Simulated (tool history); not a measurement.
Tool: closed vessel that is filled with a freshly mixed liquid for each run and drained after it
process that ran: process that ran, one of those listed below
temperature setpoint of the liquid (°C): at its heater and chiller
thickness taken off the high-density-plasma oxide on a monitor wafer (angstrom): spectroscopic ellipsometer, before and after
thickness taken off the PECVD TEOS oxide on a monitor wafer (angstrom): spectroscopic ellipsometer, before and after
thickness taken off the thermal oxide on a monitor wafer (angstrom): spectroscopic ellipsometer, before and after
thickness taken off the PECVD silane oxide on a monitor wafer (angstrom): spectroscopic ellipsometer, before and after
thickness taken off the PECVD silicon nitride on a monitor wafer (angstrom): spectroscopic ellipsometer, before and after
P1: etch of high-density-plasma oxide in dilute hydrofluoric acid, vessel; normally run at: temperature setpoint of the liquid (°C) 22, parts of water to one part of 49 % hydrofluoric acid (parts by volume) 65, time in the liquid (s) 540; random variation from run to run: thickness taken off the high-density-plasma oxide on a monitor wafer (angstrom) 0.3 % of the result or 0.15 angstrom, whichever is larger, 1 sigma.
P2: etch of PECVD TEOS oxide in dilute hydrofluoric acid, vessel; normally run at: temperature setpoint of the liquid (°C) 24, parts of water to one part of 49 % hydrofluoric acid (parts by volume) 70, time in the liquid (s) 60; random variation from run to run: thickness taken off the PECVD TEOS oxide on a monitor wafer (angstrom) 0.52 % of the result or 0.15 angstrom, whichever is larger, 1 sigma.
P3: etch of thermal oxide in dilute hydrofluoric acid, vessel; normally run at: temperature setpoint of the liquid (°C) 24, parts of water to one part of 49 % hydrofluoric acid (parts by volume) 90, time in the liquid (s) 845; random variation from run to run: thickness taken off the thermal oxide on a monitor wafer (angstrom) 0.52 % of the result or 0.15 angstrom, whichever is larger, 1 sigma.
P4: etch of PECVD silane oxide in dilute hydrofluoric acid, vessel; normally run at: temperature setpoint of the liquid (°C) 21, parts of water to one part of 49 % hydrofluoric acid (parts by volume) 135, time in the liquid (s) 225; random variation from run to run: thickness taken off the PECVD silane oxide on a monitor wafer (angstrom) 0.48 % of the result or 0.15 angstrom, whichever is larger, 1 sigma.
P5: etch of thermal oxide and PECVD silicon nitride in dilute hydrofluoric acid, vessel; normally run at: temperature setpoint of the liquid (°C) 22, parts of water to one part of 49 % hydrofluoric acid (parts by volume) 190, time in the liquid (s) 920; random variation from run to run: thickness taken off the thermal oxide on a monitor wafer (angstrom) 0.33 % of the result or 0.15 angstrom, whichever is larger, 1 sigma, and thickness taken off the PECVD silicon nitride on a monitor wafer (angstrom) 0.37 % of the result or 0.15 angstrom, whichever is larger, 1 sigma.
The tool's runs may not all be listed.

run  hour  process that ran  temperature setpoint of the liquid (°C)  parts of water to one part of 49 % hydrofluoric acid (parts by volume)  time in the liquid (s)  hours since the thermometer was replaced  hours since the hydrofluoric acid flow meter was replaced  thickness taken off the high-density-plasma oxide on a monitor wafer (angstrom)  thickness taken off the PECVD TEOS oxide on a monitor wafer (angstrom)  thickness taken off the thermal oxide on a monitor wafer (angstrom)  thickness taken off the PECVD silane oxide on a monitor wafer (angstrom)  thickness taken off the PECVD silicon nitride on a monitor wafer (angstrom)
  1   2.3                P1                                       22                                                                      65                     540                                    1175.8                                                     1087.9                                                                           397.27
  2   5.4                P2                                       24                                                                      70                      30                                    1178.9                                                       1091                                                                                                                                                   59.496
  3   9.8                P3                                       24                                                                      90                     845                                    1183.3                                                     1095.4                                                                                                                                                                                                                        463.95
  4  14.3                P2                                     29.5                                                                      70                      60                                    1187.8                                                     1099.9                                                                                                                                                   144.74
  5  17.3                P4                                       21                                                                      55                     225                                    1190.8                                                     1102.9                                                                                                                                                                                                                                                                                                  931.62
     20.4  -- hydrofluoric acid flow meter replaced
  6    22                P1                                       22                                                                      20                     330                                    1195.5                                                        1.6                                                                           836.73
  7  25.4                P3                                       24                                                                      90                    1290                                    1198.9                                                          5                                                                                                                                                                                                                        703.44
  8  29.7                P1                                       22                                                                      35                     540                                    1203.2                                                        9.3                                                                           765.83
  9  31.9                P5                                       22                                                                     190                    1525                                    1205.4                                                       11.5                                                                                                                                                                                                                         301.8                                                                                                                                                 234.62
 10  36.6                P5                                       22                                                                      90                     920                                    1210.1                                                       16.2                                                                                                                                                                                                                        429.91                                                                                                                                                  296.3
 11  40.7                P4                                       21                                                                     135                     225                                    1214.2                                                       20.3                                                                                                                                                                                                                                                                                                  345.13
 12  43.3                P5                                       22                                                                     190                     920                                    1216.8                                                       22.9                                                                                                                                                                                                                        180.78                                                                                                                                                  141.8
 13  46.5                P1                                       22                                                                      65                     990                                      1220                                                       26.1                                                                           726.85
 14  50.4                P1                                       17                                                                      65                     540                                    1223.9                                                         30                                                                           321.26
 15  53.6                P1                                       22                                                                      90                     540                                    1227.1                                                       33.2                                                                           276.29
 16    57                P4                                       21                                                                     135                     225                                    1230.5                                                       36.6                                                                                                                                                                                                                                                                                                  348.02
 17  59.3                P2                                       24                                                                      70                      60                                    1232.8                                                       38.9                                                                                                                                                    117.4
 18    62                P2                                       24                                                                      20                      60                                    1235.5                                                       41.6                                                                                                                                                   440.19
 19  65.4                P1                                       22                                                                      65                     540                                    1238.9                                                         45                                                                           397.53
 20  69.2                P3                                       28                                                                      90                     845                                    1242.7                                                       48.8                                                                                                                                                                                                                        545.47
 21  72.8                P5                                       18                                                                     190                     920                                    1246.3                                                       52.4                                                                                                                                                                                                                        155.53                                                                                                                                                 108.76

Run 22 comes next. What will it give?
 22  77.3                P1                                       22                                                                      65                     540                                    1250.8                                                       56.9                                                                                ?

Run 22 gave thickness taken off the high-density-plasma oxide on a monitor wafer (angstrom) 396.76.
